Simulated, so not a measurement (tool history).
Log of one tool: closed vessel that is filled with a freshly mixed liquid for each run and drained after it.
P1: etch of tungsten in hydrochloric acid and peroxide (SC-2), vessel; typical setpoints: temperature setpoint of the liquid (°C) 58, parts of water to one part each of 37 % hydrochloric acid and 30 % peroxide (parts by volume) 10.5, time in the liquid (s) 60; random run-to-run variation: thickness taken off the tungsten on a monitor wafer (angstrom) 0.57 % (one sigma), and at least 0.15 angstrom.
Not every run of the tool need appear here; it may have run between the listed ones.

run,hour,temperature setpoint of the liquid (°C),parts of water to one part each of 37 % hydrochloric acid and 30 % peroxide (parts by volume),time in the liquid (s),hours since the thermometer was replaced,hours since the chemicals flow meter was replaced,hours since the drum of peroxide was connected,thickness taken off the tungsten on a monitor wafer (angstrom)
1,4.1,58,10.5,60,868.6,497.7,153.3,186.020
2,7.7,58,16.5,60,872.2,501.3,156.9,127.360
# hour 8.0: thermometer replaced
3,10.6,58,17.5,35,2.7,504.2,159.8,69.305
4,12.9,58,10.5,110,5.0,506.5,162.1,338.200
5,17.1,58,10.5,60,9.2,510.7,166.3,187.740
6,20.8,58,10.5,60,12.9,514.4,170.0,185.670
7,25.6,58,10.5,60,17.7,519.2,174.8,186.060
8,30.5,58,4.0,60,22.6,524.1,179.7,389.910
9,34.0,58,10.5,30,26.1,527.6,183.2,92.523
10,37.3,67,10.5,60,29.4,530.9,186.5,325.650
11,41.4,41,10.5,60,33.5,535.0,190.6,59.731
12,44.8,58,10.5,60,36.9,538.4,194.0,187.640
13,47.6,58,10.5,60,39.7,541.2,196.8,182.960
14,51.1,58,10.5,60,43.2,544.7,200.3,179.230
15,54.7,58,10.5,60,46.8,548.3,203.9,176.570
16,59.5,58,10.5,60,51.6,553.1,208.7,174.830
# hour 61.3: new drum of peroxide connected
17,63.6,58,10.5,60,55.7,557.2,2.4,175.260
18,66.4,58,10.5,60,58.5,560.0,5.2,172.430

Expected results for the next run?
19,69.1,58,10.5,60,61.2,562.7,7.9,?

thickness taken off the tungsten on a monitor wafer (angstrom): 172.470
